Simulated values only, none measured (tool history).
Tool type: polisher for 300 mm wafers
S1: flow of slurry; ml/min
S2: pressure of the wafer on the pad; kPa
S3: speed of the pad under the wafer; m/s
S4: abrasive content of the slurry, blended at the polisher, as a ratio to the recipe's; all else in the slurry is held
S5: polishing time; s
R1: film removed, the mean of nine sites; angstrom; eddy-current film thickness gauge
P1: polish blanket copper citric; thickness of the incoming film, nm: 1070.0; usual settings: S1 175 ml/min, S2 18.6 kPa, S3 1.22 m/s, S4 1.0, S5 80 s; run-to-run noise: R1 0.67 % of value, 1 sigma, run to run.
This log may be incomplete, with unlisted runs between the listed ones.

run 1 day=0.150 | S1=175 S2=18.6 S3=1.22 S4=1.0 S5=80 | R1=1547.80
run 2 day=0.233 | S1=105 S2=18.6 S3=1.22 S4=1.0 S5=80 | R1=1413.30
run 3 day=0.367 | S1=175 S2=18.6 S3=1.60 S4=1.0 S5=80 | R1=2043.50
run 4 day=0.546 | S1=175 S2=18.6 S3=1.22 S4=1.0 S5=46 | R1=901.14
run 5 day=0.654 | S1=175 S2=18.6 S3=1.22 S4=1.0 S5=80 | R1=1546.00
run 6 day=0.846 | S1=175 S2=18.6 S3=1.22 S4=1.0 S5=80 | R1=1560.90
run 7 day=0.954 | S1=175 S2=18.6 S3=1.22 S4=1.0 S5=80 | R1=1567.80
run 8 day=1.071 | S1=175 S2=18.6 S3=1.22 S4=1.5 S5=80 | R1=1696.90
run 9 day=1.250 | S1=175 S2=18.6 S3=0.82 S4=1.0 S5=80 | R1=1066.80
run 10 day=1.392 | S1=175 S2=18.6 S3=1.22 S4=1.0 S5=80 | R1=1563.10
run 11 day=1.504 | S1=175 S2=12.4 S3=1.22 S4=1.0 S5=80 | R1=1040.50
run 12 day=1.617 | S1=175 S2=26.9 S3=1.22 S4=1.0 S5=80 | R1=2251.60
run 13 day=1.738 | S1=175 S2=18.6 S3=1.22 S4=1.0 S5=120 | R1=2317.20
-- day=1.850 head pressure recalibrated
run 14 day=1.850 | S1=175 S2=18.6 S3=1.22 S4=1.0 S5=80 | R1=1562.40
run 15 day=2.042 | S1=265 S2=18.6 S3=1.22 S4=1.0 S5=80 | R1=1635.80
run 16 day=2.167 | S1=175 S2=18.6 S3=1.22 S4=0.6 S5=80 | R1=1404.00
run 17 day=2.321 | S1=175 S2=9.0 S3=1.78 S4=1.0 S5=80 | R1=1106.50
run 18 day=2.412 | S1=175 S2=18.6 S3=1.22 S4=1.0 S5=80 | R1=1570.00
run 19 day=2.500 | S1=175 S2=18.6 S3=1.22 S4=1.0 S5=80 | R1=1556.70
run 20 day=2.646 | S1=175 S2=18.6 S3=1.22 S4=1.0 S5=80 | R1=1526.40
run 21 day=2.792 | S1=175 S2=18.6 S3=1.22 S4=1.0 S5=80 | R1=1482.80
run 22 day=2.883 | S1=175 S2=18.6 S3=1.22 S4=1.0 S5=80 | R1=1462.00
-- day=3.025 slurry blender recalibrated
run 23 day=3.046 | S1=175 S2=18.6 S3=1.22 S4=1.0 S5=80 | R1=1456.90
run 24 day=3.200 | S1=175 S2=18.6 S3=1.22 S4=1.0 S5=80 | R1=1435.80
-- day=3.217 worn pad replaced by a new one
run 25 day=3.354 | S1=175 S2=18.6 S3=1.22 S4=1.0 S5=80 | R1=1433.70
run 26 day=3.538 | S1=175 S2=18.6 S3=1.22 S4=1.0 S5=80 | R1=1426.10
run 27 day=3.642 | S1=175 S2=18.6 S3=1.22 S4=1.0 S5=80 | R1=1430.80

P1 no longer gives what it gave before; its output has crept away from where it was. The following 2 causes, each at its listed size, fit the log equally well:
A: head's pressure below its setpoint, % = 8.54
B: slurry flow missing at the pad, % = 37.4
Onset of the creep was near day 2.500.
Excluded causes, each with its reason:
removal rate lost through wear of the pad, %: serviced at day 3.217, which brought nothing back
abrasive missing from the slurry, %: serviced at day 3.025, which brought nothing back

Below are 4 check runs, each averaged over 5 wafers, with their results shown as question marks. Which of them would give clearly different results depending on which cause is behind the drift?
run check 1 day=3.746 | S1=130 S2=22.8 S3=1.22 S4=1.0 S5=80 | R1=?
run check 2 day=3.746 | S1=175 S2=26.2 S3=1.22 S4=1.4 S5=80 | R1=?
run check 3 day=3.746 | S1=175 S2=18.6 S3=1.22 S4=1.0 S5=52 | R1=?
run check 4 day=3.746 | S1=175 S2=18.6 S3=0.86 S4=1.0 S5=96 | R1=?

Predicted outcomes, by check and by cause:
check=check_1 result=R1 if_A=1654.60 if_B=1611.90
check=check_2 result=R1 if_A=2152.20 if_B=2153.70
check=check_3 result=R1 if_A=929.95 if_B=930.06
check=check_4 result=R1 if_A=1222.40 if_B=1221.50
Minimum pairwise separation of causes per check, each pair taken at its best-separating result: check 1 2.62 %; check 2 0.07 %; check 3 0.01 %; check 4 0.07 %
Check 1 distinguishes between the causes, while the remaining checks would return nearly the same result for all of them.

Then check 1 was run and gave: R1 1615.00 angstrom. Which cause is it?

It is B: slurry flow missing at the pad, %.

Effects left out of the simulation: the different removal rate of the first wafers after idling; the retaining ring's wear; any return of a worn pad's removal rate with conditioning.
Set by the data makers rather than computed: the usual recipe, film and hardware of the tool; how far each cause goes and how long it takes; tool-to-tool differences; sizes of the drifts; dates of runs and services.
